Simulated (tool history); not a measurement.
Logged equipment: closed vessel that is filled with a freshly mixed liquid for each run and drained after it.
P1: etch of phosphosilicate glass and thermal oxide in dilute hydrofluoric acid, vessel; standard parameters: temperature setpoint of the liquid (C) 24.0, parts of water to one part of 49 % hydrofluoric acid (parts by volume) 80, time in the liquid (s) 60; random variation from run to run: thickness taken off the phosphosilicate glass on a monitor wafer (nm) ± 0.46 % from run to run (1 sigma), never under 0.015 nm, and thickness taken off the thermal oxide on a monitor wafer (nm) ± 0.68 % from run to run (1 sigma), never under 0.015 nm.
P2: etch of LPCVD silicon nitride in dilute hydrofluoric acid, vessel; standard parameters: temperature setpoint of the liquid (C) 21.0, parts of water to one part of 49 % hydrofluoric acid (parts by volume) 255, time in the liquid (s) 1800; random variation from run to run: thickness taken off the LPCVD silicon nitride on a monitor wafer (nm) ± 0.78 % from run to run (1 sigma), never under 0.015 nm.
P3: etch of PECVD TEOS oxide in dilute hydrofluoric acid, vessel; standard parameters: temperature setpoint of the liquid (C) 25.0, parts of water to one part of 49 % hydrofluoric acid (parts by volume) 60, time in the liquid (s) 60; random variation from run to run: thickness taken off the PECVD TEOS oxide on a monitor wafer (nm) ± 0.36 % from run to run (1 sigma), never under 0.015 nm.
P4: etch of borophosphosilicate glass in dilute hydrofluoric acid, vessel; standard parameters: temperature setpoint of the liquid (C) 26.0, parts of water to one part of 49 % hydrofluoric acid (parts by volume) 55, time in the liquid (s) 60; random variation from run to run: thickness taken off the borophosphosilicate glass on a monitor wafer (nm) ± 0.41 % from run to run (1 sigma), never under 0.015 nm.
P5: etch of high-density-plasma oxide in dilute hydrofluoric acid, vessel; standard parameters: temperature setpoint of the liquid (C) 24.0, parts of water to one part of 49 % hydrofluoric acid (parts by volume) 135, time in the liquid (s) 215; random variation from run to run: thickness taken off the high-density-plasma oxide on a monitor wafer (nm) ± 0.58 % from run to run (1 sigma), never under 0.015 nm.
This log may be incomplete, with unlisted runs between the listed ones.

run	hour	process that ran	temperature setpoint of the liquid (C)	parts of water to one part of 49 % hydrofluoric acid (parts by volume)	time in the liquid (s)	hours since the thermometer was replaced	hours since the hydrofluoric acid flow meter was replaced	thickness taken off the phosphosilicate glass on a monitor wafer (nm)	thickness taken off the thermal oxide on a monitor wafer (nm)	thickness taken off the LPCVD silicon nitride on a monitor wafer (nm)	thickness taken off the high-density-plasma oxide on a monitor wafer (nm)	thickness taken off the PECVD TEOS oxide on a monitor wafer (nm)	thickness taken off the borophosphosilicate glass on a monitor wafer (nm)
1	9.3	P1	24.0	80	60	1205.0	626.9	83.823	3.7219				
2	17.5	P2	21.0	255	60	1213.2	635.1			0.10738			
3	31.7	P1	24.0	80	60	1227.4	649.3	83.247	3.7548				
4	46.3	P5	19.5	135	215	1242.0	663.9				8.3747		
5	59.6	P1	24.0	45	60	1255.3	677.2	157.190	6.9771				
6	70.2	P3	25.0	60	60	1265.9	687.8					10.0690	
7	84.2	P5	24.0	135	395	1279.9	701.8				18.4710		
8	95.4	P2	21.0	430	1800	1291.1	713.0			2.02240			
9	109.2	P4	26.0	55	60	1304.9	726.8						68.711
10	117.0	P4	26.0	20	60	1312.7	734.6						198.640
11	126.2	P1	24.0	140	60	1321.9	743.8	44.537	2.0101				
12	137.8	P3	32.5	60	60	1333.5	755.4					13.5170	
13	146.5	P3	25.0	60	30	1342.2	764.1					5.0354	
14	156.8	P5	24.0	220	215	1352.5	774.4				5.5981		
15	165.4	P1	27.5	120	60	1361.1	783.0	60.996	2.7516				
16	172.2	P1	24.0	80	60	1367.9	789.8	83.792	3.6949				
17	181.8	P1	24.0	80	60	1377.5	799.4	83.583	3.7024				
18	192.0	P4	26.0	55	30	1387.7	809.6						34.472
19	202.5	P1	31.5	80	60	1398.2	820.1	112.700	4.9728				
20	211.8	P3	25.0	90	60	1407.5	829.4					6.4766	
21	222.0	P1	24.0	80	60	1417.7	839.6	83.766	3.7883				
22	233.5	P4	18.0	55	60	1429.2	851.1						49.265
23	245.3	P1	24.0	80	30	1441.0	862.9	42.148	1.8579				
24	256.0	P5	24.0	135	215	1451.7	873.6				10.0060		
25	263.1	P1	24.0	80	60	1458.8	880.7	84.391	3.6924				
26	272.7	P1	24.0	80	110	1468.4	890.3	154.940	6.7974				
27	282.8	P2	21.0	255	1800	1478.5	900.4			3.34130			
28	295.4	P4	26.0	55	60	1491.1	913.0						68.836
29	305.3	P1	18.5	80	60	1501.0	922.9	66.363	2.9697				
30	315.3	P2	17.0	255	1800	1511.0	932.9			2.59680			
31	329.3	P1	24.0	80	60	1525.0	946.9	84.136	3.7407				

Estimate the outcome of run 32 from the log above:
32	340.4	P1	24.0	80	60	1536.1	958.0	?	?				

thickness taken off the phosphosilicate glass on a monitor wafer (nm): 81.368
thickness taken off the thermal oxide on a monitor wafer (nm): 3.5597
